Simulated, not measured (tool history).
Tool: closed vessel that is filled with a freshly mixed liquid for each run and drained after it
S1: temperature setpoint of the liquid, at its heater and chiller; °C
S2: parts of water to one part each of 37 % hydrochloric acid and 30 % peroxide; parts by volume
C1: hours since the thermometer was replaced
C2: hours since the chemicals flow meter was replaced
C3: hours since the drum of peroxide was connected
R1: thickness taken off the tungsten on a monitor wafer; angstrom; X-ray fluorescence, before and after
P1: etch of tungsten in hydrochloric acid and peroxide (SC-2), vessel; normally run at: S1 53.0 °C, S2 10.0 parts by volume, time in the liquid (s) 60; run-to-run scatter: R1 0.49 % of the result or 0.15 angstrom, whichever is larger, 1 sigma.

Run 1, hour 10.0: S1 53.0 °C, S2 10.0 parts by volume, time in the liquid (s) 60; C1 970.1; C2 843.7; C3 574.4. Result: R1 143.500 angstrom.
Run 2, hour 21.3: S1 68.0 °C, S2 10.0 parts by volume, time in the liquid (s) 60; C1 981.4; C2 855.0; C3 585.7. Result: R1 369.680 angstrom.
Run 3, hour 31.3: S1 53.0 °C, S2 10.0 parts by volume, time in the liquid (s) 60; C1 991.4; C2 865.0; C3 595.7. Result: R1 145.070 angstrom.
Run 4, hour 39.7: S1 53.0 °C, S2 10.0 parts by volume, time in the liquid (s) 90; C1 999.8; C2 873.4; C3 604.1. Result: R1 215.950 angstrom.
Run 5, hour 49.3: S1 53.0 °C, S2 10.0 parts by volume, time in the liquid (s) 60; C1 1009.4; C2 883.0; C3 613.7. Result: R1 144.920 angstrom.
Run 6, hour 59.5: S1 53.0 °C, S2 4.0 parts by volume, time in the liquid (s) 60; C1 1019.6; C2 893.2; C3 623.9. Result: R1 289.590 angstrom.
Run 7, hour 70.2: S1 53.0 °C, S2 10.0 parts by volume, time in the liquid (s) 35; C1 1030.3; C2 903.9; C3 634.6. Result: R1 83.920 angstrom.
Run 8, hour 79.7: S1 53.0 °C, S2 10.0 parts by volume, time in the liquid (s) 60; C1 1039.8; C2 913.4; C3 644.1. Result: R1 144.640 angstrom.
Run 9, hour 86.4: S1 53.0 °C, S2 5.5 parts by volume, time in the liquid (s) 85; C1 1046.5; C2 920.1; C3 650.8. Result: R1 329.760 angstrom.
Run 10, hour 95.3: S1 45.5 °C, S2 10.0 parts by volume, time in the liquid (s) 30; C1 1055.4; C2 929.0; C3 659.7. Result: R1 43.904 angstrom.
Run 11, hour 106.8: S1 65.0 °C, S2 14.0 parts by volume, time in the liquid (s) 60; C1 1066.9; C2 940.5; C3 671.2. Result: R1 230.900 angstrom.
Run 12, hour 112.7: S1 36.5 °C, S2 10.0 parts by volume, time in the liquid (s) 60; C1 1072.8; C2 946.4; C3 677.1. Result: R1 46.253 angstrom.
Run 13, hour 118.1: S1 53.0 °C, S2 18.5 parts by volume, time in the liquid (s) 60; C1 1078.2; C2 951.8; C3 682.5. Result: R1 84.871 angstrom.
Run 14, hour 124.4: S1 53.0 °C, S2 10.0 parts by volume, time in the liquid (s) 60; C1 1084.5; C2 958.1; C3 688.8. Result: R1 145.140 angstrom.

Forecast run 15:
Run 15, hour 130.6: S1 53.0 °C, S2 10.0 parts by volume, time in the liquid (s) 60; C1 1090.7; C2 964.3; C3 695.0. Result: R1 ?.

R1: 148.260 angstrom
